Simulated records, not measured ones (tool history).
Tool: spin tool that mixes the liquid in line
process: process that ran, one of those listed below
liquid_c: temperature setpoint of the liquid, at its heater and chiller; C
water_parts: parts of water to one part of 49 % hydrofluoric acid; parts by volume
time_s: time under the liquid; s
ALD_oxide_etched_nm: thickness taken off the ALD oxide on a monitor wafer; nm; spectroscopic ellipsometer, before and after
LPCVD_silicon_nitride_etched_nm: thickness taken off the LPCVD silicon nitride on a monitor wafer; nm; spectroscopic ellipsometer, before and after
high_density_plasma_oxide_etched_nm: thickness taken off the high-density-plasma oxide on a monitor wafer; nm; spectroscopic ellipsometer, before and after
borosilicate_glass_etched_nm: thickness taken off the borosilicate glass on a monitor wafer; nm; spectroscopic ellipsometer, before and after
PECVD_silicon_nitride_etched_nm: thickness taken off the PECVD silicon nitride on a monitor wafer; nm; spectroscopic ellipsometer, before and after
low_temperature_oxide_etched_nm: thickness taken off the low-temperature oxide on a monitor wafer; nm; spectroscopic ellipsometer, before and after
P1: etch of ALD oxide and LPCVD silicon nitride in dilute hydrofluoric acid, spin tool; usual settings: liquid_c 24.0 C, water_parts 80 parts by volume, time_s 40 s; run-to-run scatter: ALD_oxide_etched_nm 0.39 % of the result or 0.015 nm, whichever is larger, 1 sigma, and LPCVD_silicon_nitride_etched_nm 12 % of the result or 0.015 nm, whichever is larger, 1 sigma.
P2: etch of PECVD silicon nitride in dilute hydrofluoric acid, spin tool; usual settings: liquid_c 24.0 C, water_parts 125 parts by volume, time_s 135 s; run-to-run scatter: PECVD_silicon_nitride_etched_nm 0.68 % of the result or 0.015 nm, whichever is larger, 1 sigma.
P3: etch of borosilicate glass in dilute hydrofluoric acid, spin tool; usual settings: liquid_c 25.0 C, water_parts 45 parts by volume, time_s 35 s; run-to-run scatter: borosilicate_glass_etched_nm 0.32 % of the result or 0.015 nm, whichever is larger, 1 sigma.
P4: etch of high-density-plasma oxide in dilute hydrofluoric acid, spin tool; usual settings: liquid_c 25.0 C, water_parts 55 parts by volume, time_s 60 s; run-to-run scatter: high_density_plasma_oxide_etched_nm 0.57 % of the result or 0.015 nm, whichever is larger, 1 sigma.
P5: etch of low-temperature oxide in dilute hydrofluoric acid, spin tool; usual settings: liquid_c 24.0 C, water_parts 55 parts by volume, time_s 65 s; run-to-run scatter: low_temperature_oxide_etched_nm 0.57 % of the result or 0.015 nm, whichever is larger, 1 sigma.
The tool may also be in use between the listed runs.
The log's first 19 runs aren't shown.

run     day  process  liquid_c  water_parts  time_s  hours since the thermometer was replaced  hours since the hydrofluoric acid flow meter was replaced  ALD_oxide_etched_nm  LPCVD_silicon_nitride_etched_nm  high_density_plasma_oxide_etched_nm  borosilicate_glass_etched_nm  PECVD_silicon_nitride_etched_nm  low_temperature_oxide_etched_nm
 20  10.467       P1      20.5           80      20                                    1281.1                                                      599.5               3.2812                         0.095329
 21  10.862       P1      24.0           80      40                                    1290.6                                                      609.0               7.6215                         0.224420
 22  11.525       P2      29.0          125     135                                    1306.5                                                      624.9                                                                                                                                                    5.8647
 23  12.017       P3      25.0           45      35                                    1318.3                                                      636.7                                                                                                                   30.259
 24  12.725       P3      32.5           45      35                                    1335.3                                                      653.7                                                                                                                   40.776
 25  13.200       P4      30.5           55      60                                    1346.7                                                      665.1                                                                                     8.3997
 26  13.642       P2      24.0          125      50                                    1357.3                                                      675.7                                                                                                                                                    1.5776
 27  14.142       P5      24.0          105      65                                    1369.3                                                      687.7                                                                                                                                                                                     21.321
 28  14.600       P4      25.0          100      60                                    1380.3                                                      698.7                                                                                     3.5185
 29  14.942       P5      24.0           55      65                                    1388.5                                                      706.9                                                                                                                                                                                     43.535
 30  15.438       P3      25.0           20      35                                    1400.4                                                      718.8                                                                                                                   70.389
 31  16.083       P1      24.0           80      40                                    1415.9                                                      734.3               7.6212                         0.212120
 32  16.638       P1      24.0           80      40                                    1429.2                                                      747.6               7.5948                         0.190380
 33  17.225       P1      24.0           80      40                                    1443.3                                                      761.7               7.5596                         0.212060
 34  17.808       P5      24.0           55      65                                    1457.3                                                      775.7                                                                                                                                                                                     43.136
 35  18.358       P4      25.0           55      60                                    1470.5                                                      788.9                                                                                     6.7599
 36  18.762       P1      24.0           80      40                                    1480.2                                                      798.6               7.5468                         0.223460

Run 37 comes next. What will it give?
 37  19.104       P1      24.0           80      40                                    1488.4                                                      806.8                    ?                                ?

ALD_oxide_etched_nm: 7.7769 nm
LPCVD_silicon_nitride_etched_nm: 0.191710 nm
